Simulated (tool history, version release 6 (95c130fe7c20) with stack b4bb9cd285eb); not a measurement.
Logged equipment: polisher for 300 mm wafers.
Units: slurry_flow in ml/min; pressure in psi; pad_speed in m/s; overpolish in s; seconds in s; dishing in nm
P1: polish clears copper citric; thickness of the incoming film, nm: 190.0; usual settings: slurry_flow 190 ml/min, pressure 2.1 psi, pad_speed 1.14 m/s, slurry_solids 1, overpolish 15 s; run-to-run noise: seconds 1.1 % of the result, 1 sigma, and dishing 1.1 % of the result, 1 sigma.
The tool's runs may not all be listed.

run,hour,slurry_flow,pressure,pad_speed,slurry_solids,overpolish,wafers polished on this pad,hours since the slurry nozzle was cleaned,hours since the head pressure was calibrated,hours since the slurry blender was calibrated,seconds,dishing
1,4.3,190,2.1,1.14,1,15,143,72.3,418.7,124.5,112.81,14.356
2,8.2,190,3.2,1.14,1,15,178,76.2,422.6,128.4,75.472,18.645
3,14.5,190,2.1,1.14,1,6,235,82.5,428.9,134.7,112.17,7.1415
4,22.1,190,2.1,1.82,1,15,304,90.1,436.5,142.3,71.12,18.93
5,26.5,190,2.1,1.14,1,15,344,94.5,440.9,146.7,111.32,14.318
6,31.9,190,2.1,1.14,1,15,393,99.9,446.3,152.1,110.34,14.288
7,36.4,295,2.1,1.14,1,15,434,104.4,450.8,156.6,106.25,14.811
8,41.2,120,2.1,1.14,1,15,477,109.2,455.6,161.4,122.13,13.701
9,47.4,115,2.1,1.14,1.4,15,533,115.4,461.8,167.6,115.5,14.256
10,53,190,1.4,1.14,1,15,584,121,467.4,173.2,167.79,10.626
11,58.4,190,2.1,0.76,1,15,633,126.4,472.8,178.6,169.08,10.817
12,65,190,2.1,1.14,1,15,693,133,479.4,185.2,110.18,14.423
13,69.1,190,2.1,0.7,1,4,730,137.1,483.5,189.3,179.12,3.2289
14,75.6,190,2.1,1.14,1,30,789,143.6,490,195.8,112.73,21.23
15,79.4,190,2.1,1.14,1.25,15,823,147.4,493.8,199.6,105.39,14.701
16,84.6,190,2.1,1.14,0.55,15,870,152.6,499,204.8,126.79,13.209
17,89.2,190,2.1,1.14,1,15,912,157.2,503.6,209.4,110.99,14.343
18,96,250,2.1,1.5,1,15,974,164,510.4,216.2,83.254,17.392
19,102.1,190,2.1,1.14,1,15,1029,170.1,516.5,222.3,111.64,14.072
20,109.2,190,2.1,1.14,1,15,1093,177.2,523.6,229.4,110.37,14.289
21,113.1,190,2.1,1.14,1,15,1129,181.1,527.5,233.3,111.2,14.346
22,120.4,190,2.1,1.14,1,15,1195,188.4,534.8,240.6,114.87,14.146
23,127.8,190,2.1,1.14,1,15,1262,195.8,542.2,248,117.91,13.986
24,133.6,190,2.1,1.14,1,15,1314,201.6,548,253.8,116.26,13.608
# hour 139.3: head pressure recalibrated
25,141.4,190,2.1,1.14,1,15,1385,209.4,2.2,261.6,119.96,13.622
26,148.9,190,2.1,1.14,1,15,1453,216.9,9.7,269.1,123.76,13.556
# hour 151.6: worn pad replaced by a new one
27,153.8,190,2.1,1.14,1,15,20,221.8,14.6,274,120.56,13.778
28,160.5,190,2.1,1.14,1,15,81,228.5,21.3,280.7,123.8,13.315
29,165.8,190,2.1,1.14,1,15,129,233.8,26.6,286,124,13.576

What P1 gives has crept away from where it was. These 2 causes fit the log equally well, each at the size given:
A: slurry flow missing at the pad, % = 37.2
B: abrasive missing from the slurry, % = 32.1
The drift started at roughly hour 113.1.
All other causes, with the reason each is excluded:
removal rate lost through wear of the pad, %: serviced at hour 151.6, which brought nothing back
head's pressure below its setpoint, %: serviced at hour 139.3, which brought nothing back

Below are 4 check runs, each averaged over 5 wafers, with their results shown as question marks. Which of them would give clearly different results depending on which cause is behind the drift?
check 1,171.1,190,2.5,1.58,1,15,,,,,?,?
check 2,171.1,135,2.1,1.14,0.55,15,,,,,?,?
check 3,171.1,190,2.1,1.78,0.8,15,,,,,?,?
check 4,171.1,190,2.9,1.14,0.6,15,,,,,?,?

Expected result of each check under each candidate cause:
check,result,if A,if B
check 1,seconds,74.611,74.596
check 1,dishing,18.435,18.437
check 2,seconds,149.94,144.67
check 2,dishing,11.695,12.009
check 3,seconds,82.565,82.361
check 3,dishing,17.32,17.345
check 4,seconds,98.767,98.232
check 4,dishing,15.712,15.766
Smallest distance between any two causes, each pair judged by its most separating result, in per cent: check 1 0.02 %; check 2 3.58 %; check 3 0.25 %; check 4 0.54 %
Only check 2 tells the causes apart: in the others they would give nearly the same result.

Check 2 was carried out, with these results: seconds 143.35 s; dishing 12.056 nm. Which of the listed causes is responsible?

The cause is B: abrasive missing from the slurry, %.
